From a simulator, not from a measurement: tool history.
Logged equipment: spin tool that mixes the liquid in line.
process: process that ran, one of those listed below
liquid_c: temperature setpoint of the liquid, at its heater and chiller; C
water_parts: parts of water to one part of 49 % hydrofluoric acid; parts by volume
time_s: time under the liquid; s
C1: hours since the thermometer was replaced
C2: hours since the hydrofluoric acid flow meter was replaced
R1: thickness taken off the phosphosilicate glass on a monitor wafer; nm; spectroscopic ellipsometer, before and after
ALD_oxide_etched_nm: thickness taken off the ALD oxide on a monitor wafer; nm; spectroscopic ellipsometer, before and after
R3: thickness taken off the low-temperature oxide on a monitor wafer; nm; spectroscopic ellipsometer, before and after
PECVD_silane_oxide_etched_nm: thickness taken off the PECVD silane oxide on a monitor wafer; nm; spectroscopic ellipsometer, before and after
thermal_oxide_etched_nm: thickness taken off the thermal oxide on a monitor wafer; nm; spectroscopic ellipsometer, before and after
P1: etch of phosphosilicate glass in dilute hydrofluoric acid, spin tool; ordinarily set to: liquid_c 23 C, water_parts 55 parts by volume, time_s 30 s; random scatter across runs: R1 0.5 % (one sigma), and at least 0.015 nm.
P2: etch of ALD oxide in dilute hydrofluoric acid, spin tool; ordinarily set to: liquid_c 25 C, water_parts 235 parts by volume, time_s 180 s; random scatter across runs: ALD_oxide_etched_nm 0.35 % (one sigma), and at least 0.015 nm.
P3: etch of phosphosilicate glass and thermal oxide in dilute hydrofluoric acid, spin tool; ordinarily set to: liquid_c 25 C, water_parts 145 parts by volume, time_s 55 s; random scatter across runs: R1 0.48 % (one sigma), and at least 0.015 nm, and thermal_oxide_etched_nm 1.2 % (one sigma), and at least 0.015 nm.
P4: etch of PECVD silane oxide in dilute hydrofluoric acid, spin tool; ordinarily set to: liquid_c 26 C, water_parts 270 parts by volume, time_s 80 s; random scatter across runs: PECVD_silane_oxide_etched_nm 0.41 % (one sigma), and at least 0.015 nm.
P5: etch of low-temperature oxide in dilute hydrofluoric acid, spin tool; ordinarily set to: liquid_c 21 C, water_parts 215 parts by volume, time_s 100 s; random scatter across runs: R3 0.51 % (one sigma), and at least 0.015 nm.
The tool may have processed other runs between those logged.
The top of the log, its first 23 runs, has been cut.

{"run": 24, "day": 3.233, "process": "P1", "liquid_c": 17, "water_parts": 20, "time_s": 30, "C1": 699, "C2": 479.3, "R1": 199.4}
{"run": 25, "day": 3.404, "process": "P5", "liquid_c": 21, "water_parts": 55, "time_s": 100, "C1": 703.1, "C2": 483.4, "R3": 20.478}
{"run": 26, "day": 3.571, "process": "P1", "liquid_c": 23, "water_parts": 55, "time_s": 30, "C1": 707.1, "C2": 487.4, "R1": 91.301}
{"run": 27, "day": 3.704, "process": "P1", "liquid_c": 23, "water_parts": 55, "time_s": 15, "C1": 710.3, "C2": 490.6, "R1": 45.364}
{"run": 28, "day": 3.788, "process": "P1", "liquid_c": 28, "water_parts": 55, "time_s": 50, "C1": 712.3, "C2": 492.6, "R1": 186.42}
{"run": 29, "day": 3.958, "process": "P2", "liquid_c": 31, "water_parts": 235, "time_s": 180, "C1": 716.4, "C2": 496.7, "ALD_oxide_etched_nm": 19.771}
{"run": 30, "day": 4.112, "process": "P1", "liquid_c": 23, "water_parts": 55, "time_s": 30, "C1": 720.1, "C2": 500.4, "R1": 91.002}
{"day": 4.175, "done": "hydrofluoric acid flow meter replaced"}
{"run": 31, "day": 4.296, "process": "P1", "liquid_c": 23, "water_parts": 55, "time_s": 30, "C1": 724.5, "C2": 2.9, "R1": 90.596}
{"run": 32, "day": 4.467, "process": "P3", "liquid_c": 25, "water_parts": 45, "time_s": 55, "C1": 728.6, "C2": 7, "R1": 139.65, "thermal_oxide_etched_nm": 6.301}
{"run": 33, "day": 4.633, "process": "P5", "liquid_c": 21, "water_parts": 215, "time_s": 100, "C1": 732.6, "C2": 11, "R3": 4.3482}

What will run 34 give?
{"run": 34, "day": 4.758, "process": "P1", "liquid_c": 23, "water_parts": 55, "time_s": 30, "C1": 735.6, "C2": 14, "R1": "?"}

R1: 90.856 nm

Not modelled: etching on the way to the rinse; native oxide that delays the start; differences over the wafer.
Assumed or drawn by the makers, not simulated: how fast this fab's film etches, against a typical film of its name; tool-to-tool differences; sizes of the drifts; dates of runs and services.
